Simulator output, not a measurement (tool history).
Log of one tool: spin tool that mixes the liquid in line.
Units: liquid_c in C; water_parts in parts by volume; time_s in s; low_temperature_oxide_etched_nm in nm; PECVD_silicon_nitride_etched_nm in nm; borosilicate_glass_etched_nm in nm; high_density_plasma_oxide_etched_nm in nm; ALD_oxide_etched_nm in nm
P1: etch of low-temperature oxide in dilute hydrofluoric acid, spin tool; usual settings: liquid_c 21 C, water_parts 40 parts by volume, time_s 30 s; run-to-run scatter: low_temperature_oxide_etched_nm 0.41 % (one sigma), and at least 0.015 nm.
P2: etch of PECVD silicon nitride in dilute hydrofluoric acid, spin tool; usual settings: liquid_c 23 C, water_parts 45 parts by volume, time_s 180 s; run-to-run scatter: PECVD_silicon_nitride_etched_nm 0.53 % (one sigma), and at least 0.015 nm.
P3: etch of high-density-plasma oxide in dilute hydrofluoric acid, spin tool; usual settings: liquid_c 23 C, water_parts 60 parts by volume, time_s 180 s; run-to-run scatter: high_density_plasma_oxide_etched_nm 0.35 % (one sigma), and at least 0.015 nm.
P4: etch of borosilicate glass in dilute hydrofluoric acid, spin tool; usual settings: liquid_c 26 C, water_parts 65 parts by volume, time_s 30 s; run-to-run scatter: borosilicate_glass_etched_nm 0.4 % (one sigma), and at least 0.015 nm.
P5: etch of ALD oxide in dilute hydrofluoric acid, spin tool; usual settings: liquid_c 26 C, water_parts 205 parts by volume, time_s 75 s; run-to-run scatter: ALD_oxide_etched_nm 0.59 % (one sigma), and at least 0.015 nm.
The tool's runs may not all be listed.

run	hour	process	liquid_c	water_parts	time_s	hours since the thermometer was replaced	hours since the hydrofluoric acid flow meter was replaced	low_temperature_oxide_etched_nm	PECVD_silicon_nitride_etched_nm	borosilicate_glass_etched_nm	high_density_plasma_oxide_etched_nm	ALD_oxide_etched_nm
1	6.2	P1	21	40	30	423.7	316.4	9.0969				
2	17.6	P2	23	45	15	435.1	327.8		0.62881			
3	24.8	P4	26	65	15	442.3	335			13.974		
4	33.3	P1	21	40	15	450.8	343.5	4.5675				
5	41.2	P1	21	40	30	458.7	351.4	9.0912				
6	49.8	P1	26.5	40	15	467.3	360	5.7494				
7	59.1	P1	21	70	55	476.6	369.3	9.1956				
8	68.5	P1	21	40	30	486	378.7	9.0517				
9	76.6	P2	17	45	180	494.1	386.8		4.8064			
10	86.6	P3	17	60	180	504.1	396.8				14.151	
11	95.5	P5	26	40	75	513	405.7					39.945
12	105	P2	23	45	180	522.5	415.2		7.3624			
13	119	P1	21	40	65	536.5	429.2	19.654				
# hour 126.2: hydrofluoric acid flow meter replaced
14	132.7	P1	21	70	30	550.2	6.6	5.0316				
15	142.8	P4	26	30	30	560.3	16.7			63.811		
16	151.3	P4	19	65	30	568.8	25.2			21.031		
17	157.6	P1	21	55	45	575.1	31.5	9.7391				
18	169.5	P2	23	60	180	587	43.4		5.4795			
19	177.5	P1	27.5	40	30	595	51.4	11.952				
20	185.6	P4	26	65	30	603.1	59.5			28.042		
21	192.1	P1	21	40	30	609.6	66	9.1327				
22	202.2	P1	17	40	30	619.7	76.1	7.581				
23	211.3	P5	33	205	75	628.8	85.2					7.9766
24	224.8	P3	23	60	365	642.3	98.7				36.878	
25	238.8	P5	26	205	75	656.3	112.7					6.3845
26	245.9	P3	23	30	180	663.4	119.8				37.926	
27	256.3	P2	23	45	180	673.8	130.2		7.3019			
28	268.2	P1	21	20	30	685.7	142.1	18.629				
29	275.1	P5	26	205	150	692.6	149					12.536
30	282.3	P3	23	60	180	699.8	156.2				18.258	
31	291.3	P1	21	40	30	708.8	165.2	9.1557				
32	305.4	P1	21	40	30	722.9	179.3	9.0299				
33	317.5	P1	21	40	30	735	191.4	9.5292				
34	327.9	P1	21	40	30	745.4	201.8	9.6733				
35	340.4	P1	21	40	30	757.9	214.3	9.823				
36	346.8	P1	21	40	30	764.3	220.7	9.8236				

The next listed run, before its measurement:
37	358.6	P1	21	40	30	776.1	232.5	?				

{"run 37": {"low_temperature_oxide_etched_nm": 9.8869}}
